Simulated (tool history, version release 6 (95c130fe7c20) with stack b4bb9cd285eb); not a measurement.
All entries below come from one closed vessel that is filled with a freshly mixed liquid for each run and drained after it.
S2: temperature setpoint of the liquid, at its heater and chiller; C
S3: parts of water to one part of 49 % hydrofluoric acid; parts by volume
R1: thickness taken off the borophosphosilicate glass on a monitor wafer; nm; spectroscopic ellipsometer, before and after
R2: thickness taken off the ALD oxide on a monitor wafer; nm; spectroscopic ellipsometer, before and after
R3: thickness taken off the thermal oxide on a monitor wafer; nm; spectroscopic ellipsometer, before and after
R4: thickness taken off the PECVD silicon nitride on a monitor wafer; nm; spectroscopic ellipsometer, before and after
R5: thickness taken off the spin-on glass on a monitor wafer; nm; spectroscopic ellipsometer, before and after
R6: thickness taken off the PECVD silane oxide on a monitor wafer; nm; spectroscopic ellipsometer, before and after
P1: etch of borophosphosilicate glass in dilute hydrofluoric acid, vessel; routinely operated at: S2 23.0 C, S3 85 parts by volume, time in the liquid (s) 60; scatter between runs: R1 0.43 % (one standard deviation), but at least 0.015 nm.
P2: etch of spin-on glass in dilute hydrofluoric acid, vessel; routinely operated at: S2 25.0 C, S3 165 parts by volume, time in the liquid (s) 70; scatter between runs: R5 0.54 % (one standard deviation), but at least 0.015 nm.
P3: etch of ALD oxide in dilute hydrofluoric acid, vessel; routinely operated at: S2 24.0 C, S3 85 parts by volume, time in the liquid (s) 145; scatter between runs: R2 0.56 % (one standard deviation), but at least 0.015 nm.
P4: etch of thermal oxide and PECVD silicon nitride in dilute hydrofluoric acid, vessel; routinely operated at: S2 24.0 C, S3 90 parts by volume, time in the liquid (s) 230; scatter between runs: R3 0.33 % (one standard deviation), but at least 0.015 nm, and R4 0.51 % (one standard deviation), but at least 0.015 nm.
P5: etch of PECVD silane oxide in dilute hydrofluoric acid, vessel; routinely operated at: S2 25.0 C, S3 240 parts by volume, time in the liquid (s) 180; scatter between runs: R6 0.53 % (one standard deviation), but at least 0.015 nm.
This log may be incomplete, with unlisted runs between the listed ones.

{"run": 1, "hour": 13.1, "process that ran": "P1", "S2": 23.0, "S3": 85, "time in the liquid (s)": 60, "R1": 31.596}
{"run": 2, "hour": 25.0, "process that ran": "P1", "S2": 27.5, "S3": 110, "time in the liquid (s)": 60, "R1": 28.177}
{"run": 3, "hour": 42.7, "process that ran": "P3", "S2": 24.0, "S3": 85, "time in the liquid (s)": 70, "R2": 26.936}
{"run": 4, "hour": 54.1, "process that ran": "P1", "S2": 23.0, "S3": 85, "time in the liquid (s)": 60, "R1": 31.414}
{"run": 5, "hour": 72.3, "process that ran": "P1", "S2": 27.5, "S3": 85, "time in the liquid (s)": 60, "R1": 37.48}
{"run": 6, "hour": 81.5, "process that ran": "P1", "S2": 31.0, "S3": 40, "time in the liquid (s)": 60, "R1": 97.797}
{"run": 7, "hour": 98.6, "process that ran": "P4", "S2": 24.0, "S3": 90, "time in the liquid (s)": 455, "R3": 24.262, "R4": 8.6015}
{"run": 8, "hour": 111.9, "process that ran": "P1", "S2": 17.0, "S3": 85, "time in the liquid (s)": 60, "R1": 24.695}
{"run": 9, "hour": 122.6, "process that ran": "P2", "S2": 25.0, "S3": 35, "time in the liquid (s)": 70, "R5": 75.383}
{"run": 10, "hour": 130.8, "process that ran": "P4", "S2": 24.0, "S3": 90, "time in the liquid (s)": 230, "R3": 12.193, "R4": 4.3696}
{"run": 11, "hour": 144.3, "process that ran": "P5", "S2": 25.0, "S3": 240, "time in the liquid (s)": 180, "R6": 14.532}
{"hour": 155.9, "done": "hydrofluoric acid flow meter replaced"}
{"run": 12, "hour": 157.4, "process that ran": "P3", "S2": 24.0, "S3": 85, "time in the liquid (s)": 145, "R2": 55.811}
{"run": 13, "hour": 173.7, "process that ran": "P1", "S2": 23.0, "S3": 115, "time in the liquid (s)": 60, "R1": 22.65}
{"run": 14, "hour": 186.0, "process that ran": "P2", "S2": 25.0, "S3": 165, "time in the liquid (s)": 70, "R5": 13.744}
{"run": 15, "hour": 196.8, "process that ran": "P5", "S2": 25.0, "S3": 85, "time in the liquid (s)": 180, "R6": 48.849}
{"run": 16, "hour": 206.9, "process that ran": "P1", "S2": 23.0, "S3": 85, "time in the liquid (s)": 60, "R1": 31.35}
{"run": 17, "hour": 223.5, "process that ran": "P1", "S2": 23.0, "S3": 20, "time in the liquid (s)": 60, "R1": 145.12}
{"run": 18, "hour": 236.2, "process that ran": "P1", "S2": 23.0, "S3": 85, "time in the liquid (s)": 60, "R1": 31.226}
{"run": 19, "hour": 249.8, "process that ran": "P2", "S2": 32.0, "S3": 165, "time in the liquid (s)": 70, "R5": 17.685}
{"run": 20, "hour": 267.4, "process that ran": "P5", "S2": 25.0, "S3": 240, "time in the liquid (s)": 45, "R6": 3.6285}
{"run": 21, "hour": 282.7, "process that ran": "P2", "S2": 25.0, "S3": 165, "time in the liquid (s)": 70, "R5": 13.528}
{"run": 22, "hour": 294.2, "process that ran": "P3", "S2": 27.5, "S3": 85, "time in the liquid (s)": 145, "R2": 63.978}
{"run": 23, "hour": 308.3, "process that ran": "P5", "S2": 17.0, "S3": 240, "time in the liquid (s)": 180, "R6": 10.776}
{"run": 24, "hour": 324.3, "process that ran": "P2", "S2": 25.0, "S3": 165, "time in the liquid (s)": 120, "R5": 23.37}
{"run": 25, "hour": 340.7, "process that ran": "P4", "S2": 24.0, "S3": 90, "time in the liquid (s)": 230, "R3": 12.235, "R4": 4.4065}
{"run": 26, "hour": 352.6, "process that ran": "P5", "S2": 25.0, "S3": 240, "time in the liquid (s)": 180, "R6": 14.504}
{"run": 27, "hour": 363.4, "process that ran": "P3", "S2": 24.0, "S3": 50, "time in the liquid (s)": 145, "R2": 98.988}
{"hour": 365.0, "done": "thermometer replaced"}
{"run": 28, "hour": 376.6, "process that ran": "P1", "S2": 23.0, "S3": 85, "time in the liquid (s)": 105, "R1": 55.076}
{"run": 29, "hour": 387.1, "process that ran": "P4", "S2": 28.0, "S3": 90, "time in the liquid (s)": 230, "R3": 14.189, "R4": 5.6576}
{"run": 30, "hour": 404.1, "process that ran": "P1", "S2": 23.0, "S3": 85, "time in the liquid (s)": 30, "R1": 15.658}

The next listed run, before its measurement:
{"run": 31, "hour": 416.6, "process that ran": "P4", "S2": 24.0, "S3": 155, "time in the liquid (s)": 230, "R3": "?", "R4": "?"}

{"run 31": {"R3": 6.5917, "R4": 2.5668}}

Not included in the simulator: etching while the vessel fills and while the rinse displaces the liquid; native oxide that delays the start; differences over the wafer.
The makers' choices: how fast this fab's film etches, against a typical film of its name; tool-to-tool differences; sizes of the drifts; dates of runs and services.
